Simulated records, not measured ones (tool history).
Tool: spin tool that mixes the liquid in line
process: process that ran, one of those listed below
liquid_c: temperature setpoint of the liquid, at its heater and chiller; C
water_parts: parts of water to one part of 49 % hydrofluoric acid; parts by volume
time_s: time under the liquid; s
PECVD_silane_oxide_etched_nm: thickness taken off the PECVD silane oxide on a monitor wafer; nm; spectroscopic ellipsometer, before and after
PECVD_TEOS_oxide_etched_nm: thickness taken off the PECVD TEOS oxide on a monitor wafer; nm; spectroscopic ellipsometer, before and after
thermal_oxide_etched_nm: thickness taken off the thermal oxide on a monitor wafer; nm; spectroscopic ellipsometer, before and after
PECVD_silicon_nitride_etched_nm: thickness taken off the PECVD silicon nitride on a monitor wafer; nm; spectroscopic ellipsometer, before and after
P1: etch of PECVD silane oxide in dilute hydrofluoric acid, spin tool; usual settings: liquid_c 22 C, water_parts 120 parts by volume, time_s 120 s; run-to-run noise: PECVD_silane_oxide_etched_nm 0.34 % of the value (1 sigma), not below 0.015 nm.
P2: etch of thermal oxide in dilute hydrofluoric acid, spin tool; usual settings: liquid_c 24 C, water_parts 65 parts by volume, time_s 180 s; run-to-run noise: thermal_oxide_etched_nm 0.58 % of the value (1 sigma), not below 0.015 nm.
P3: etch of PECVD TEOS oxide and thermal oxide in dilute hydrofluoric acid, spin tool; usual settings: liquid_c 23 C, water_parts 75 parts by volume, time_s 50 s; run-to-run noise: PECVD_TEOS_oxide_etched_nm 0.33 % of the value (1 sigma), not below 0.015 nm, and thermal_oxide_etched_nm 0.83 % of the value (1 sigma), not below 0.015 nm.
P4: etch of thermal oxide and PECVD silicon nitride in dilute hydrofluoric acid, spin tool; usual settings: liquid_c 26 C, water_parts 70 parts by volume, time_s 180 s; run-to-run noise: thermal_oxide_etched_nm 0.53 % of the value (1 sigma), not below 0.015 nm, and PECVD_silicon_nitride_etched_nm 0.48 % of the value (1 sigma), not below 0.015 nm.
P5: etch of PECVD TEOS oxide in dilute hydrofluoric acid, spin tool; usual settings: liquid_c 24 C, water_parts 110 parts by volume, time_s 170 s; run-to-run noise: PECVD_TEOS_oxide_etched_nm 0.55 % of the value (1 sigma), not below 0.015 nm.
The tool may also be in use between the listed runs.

run,hour,process,liquid_c,water_parts,time_s,hours since the thermometer was replaced,hours since the hydrofluoric acid flow meter was replaced,PECVD_silane_oxide_etched_nm,PECVD_TEOS_oxide_etched_nm,thermal_oxide_etched_nm,PECVD_silicon_nitride_etched_nm
1,3.8,P1,22,120,120,1267.7,424.7,14.665,,,
2,8.2,P3,17,75,50,1272.1,429.1,,11.309,2.4355,
3,12.1,P5,24,110,310,1276,433,,80.441,,
4,15.7,P1,22,120,120,1279.6,436.6,14.632,,,
5,21.4,P2,19,65,180,1285.3,442.3,,,11.185,
6,25.3,P1,22,120,215,1289.2,446.2,26.356,,,
7,28.4,P4,26,70,45,1292.3,449.3,,,3.5058,2.9367
8,33.1,P1,22,120,120,1297,454,14.615,,,
9,37.5,P1,22,120,120,1301.4,458.4,14.809,,,
10,42.7,P1,22,120,120,1306.6,463.6,14.734,,,
11,47,P3,23,105,50,1310.9,467.9,,9.9159,2.1968,
12,52,P1,18.5,120,120,1315.9,472.9,12.722,,,
13,56.7,P1,22,120,60,1320.6,477.6,7.3533,,,
14,62.1,P5,24,45,170,1326,483,,118.59,,
15,66.7,P1,22,25,120,1330.6,487.6,79.186,,,
16,70.9,P4,26,95,180,1334.8,491.8,,,10.028,8.6784
17,74.3,P3,23,75,20,1338.2,495.2,,5.7648,1.2801,
18,78.9,P1,22,120,120,1342.8,499.8,14.728,,,
19,84,P1,22,175,15,1347.9,504.9,1.1503,,,
20,88.1,P2,24,65,350,1352,509,,,26.659,
21,93.5,P5,24,110,170,1357.4,514.4,,43.895,,
22,98.8,P1,22,190,120,1362.7,519.7,8.6395,,,
23,103,P3,23,75,50,1366.9,523.9,,14.483,3.1345,

Run 24, settings as shown, results not yet in. Your forecast:
24,106.6,P4,26,70,180,1370.5,527.5,,,?,?

Run 24 gave thermal_oxide_etched_nm 13.877 nm, PECVD_silicon_nitride_etched_nm 11.773 nm.
